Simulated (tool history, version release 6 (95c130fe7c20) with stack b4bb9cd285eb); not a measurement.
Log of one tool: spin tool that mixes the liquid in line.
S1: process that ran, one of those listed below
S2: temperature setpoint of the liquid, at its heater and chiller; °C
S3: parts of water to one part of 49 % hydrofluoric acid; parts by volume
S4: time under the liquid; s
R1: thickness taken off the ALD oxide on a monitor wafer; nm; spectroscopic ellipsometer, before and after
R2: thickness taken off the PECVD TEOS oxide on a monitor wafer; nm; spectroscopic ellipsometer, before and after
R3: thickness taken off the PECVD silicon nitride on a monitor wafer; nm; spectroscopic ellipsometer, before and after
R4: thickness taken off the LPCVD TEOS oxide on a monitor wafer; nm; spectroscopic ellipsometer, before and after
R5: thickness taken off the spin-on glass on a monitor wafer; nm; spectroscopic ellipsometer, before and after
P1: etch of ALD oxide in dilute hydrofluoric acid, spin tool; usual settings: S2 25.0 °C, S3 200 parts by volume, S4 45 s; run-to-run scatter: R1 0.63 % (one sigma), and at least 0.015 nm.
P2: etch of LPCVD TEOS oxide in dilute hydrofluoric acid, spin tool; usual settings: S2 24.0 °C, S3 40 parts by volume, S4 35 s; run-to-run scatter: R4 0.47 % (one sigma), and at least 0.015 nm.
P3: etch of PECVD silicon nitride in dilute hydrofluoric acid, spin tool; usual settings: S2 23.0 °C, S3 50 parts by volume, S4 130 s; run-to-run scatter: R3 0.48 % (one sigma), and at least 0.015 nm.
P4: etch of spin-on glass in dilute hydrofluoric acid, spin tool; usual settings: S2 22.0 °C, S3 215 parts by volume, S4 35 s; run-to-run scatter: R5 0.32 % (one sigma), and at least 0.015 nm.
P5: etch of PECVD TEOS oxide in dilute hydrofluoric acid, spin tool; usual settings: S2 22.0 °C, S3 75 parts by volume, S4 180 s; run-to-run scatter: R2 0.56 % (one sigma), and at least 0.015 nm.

run	hour	S1	S2	S3	S4	R1	R2	R3	R4	R5
1	11.7	P1	25.0	200	45	4.3904				
2	23.7	P1	25.0	200	45	4.3595				
3	34.1	P5	29.0	75	180		39.405			
4	47.8	P3	23.0	50	130			9.9463		
5	63.6	P1	32.5	200	45	5.7287				
6	72.2	P2	24.0	70	35				18.400	
7	82.7	P2	32.0	40	35				46.420	
8	91.2	P3	23.0	80	130			6.2964		
9	104.8	P1	25.0	200	15	1.4679				
10	114.2	P1	19.5	200	45	3.5483				
11	123.1	P5	22.0	75	180		29.715			
12	136.4	P2	24.0	40	35				33.494	
13	144.9	P5	22.0	35	180		66.821			
14	152.9	P1	25.0	200	45	4.4095				
15	160.9	P3	23.0	50	15			1.1660		
16	168.9	P1	25.0	65	45	15.9620				
17	184.3	P1	25.0	200	70	6.8149				
18	194.9	P5	22.0	75	180		30.021			
19	211.6	P1	25.0	200	45	4.3058				
20	224.5	P3	23.0	50	130			9.9535		
21	233.2	P4	22.0	215	35					9.3399
22	246.5	P4	22.0	215	20					5.2957
23	254.1	P5	22.0	75	65		10.764			
24	270.9	P2	24.0	40	65				62.199	
25	286.2	P3	31.0	50	130			16.8860		
26	300.7	P1	25.0	340	45	2.2255				
27	311.8	P4	22.0	330	35					5.4622
28	323.6	P1	17.5	200	15	1.1173				
29	331.9	P1	25.0	200	45	4.3328				
30	346.9	P4	30.0	215	35					12.3540
31	356.8	P1	25.0	200	45	4.3817				
32	370.9	P1	25.0	200	45	4.3725				
33	379.7	P1	25.0	200	45	4.3382				
34	395.0	P1	25.0	200	45	4.2670				
35	411.8	P1	25.0	200	45	4.1822				
36	420.8	P1	25.0	200	45	4.1812				
37	435.8	P1	25.0	200	45	4.1823				
38	448.1	P1	25.0	200	45	4.2081				
39	461.4	P1	25.0	200	45	4.1607				
40	477.0	P1	25.0	200	45	4.1640				
41	487.1	P1	25.0	200	45	4.1437				
42	503.2	P1	25.0	200	45	4.1323				
43	518.7	P1	25.0	200	45	4.1346				

What P1 gives has crept away from where it was. These 2 causes fit the log equally well, each at the size given:
A: hydrofluoric acid flow below the setpoint (%) = 4.22
B: liquid colder than its thermometer reads (K) = 1.44
The creep began at about hour 370.9.

4 check runs are offered, one wafer each, their results left as question marks. Which one tells the causes apart?
check 1	534.2	P5	26.0	75	180		?			
check 2	534.2	P4	30.0	215	35					?
check 3	534.2	P2	31.5	70	35				?	
check 4	534.2	P3	30.0	50	35			?		

What each check would give under each cause:
check	result	if A	if B
check 1	R2	33.480	33.147
check 2	R5	11.7480	11.8050
check 3	R4	23.584	23.412
check 4	R3	4.0802	3.8783
How far apart the two closest causes lie, in the result that separates them most: check 1 1 %; check 2 0.48 %; check 3 0.73 %; check 4 5.07 %
Check 4 tells the causes apart: in the others they would give nearly the same result.

Check 4 was then run and gave: R3 4.0924 nm. Which cause is it?

It is A: hydrofluoric acid flow below the setpoint (%).
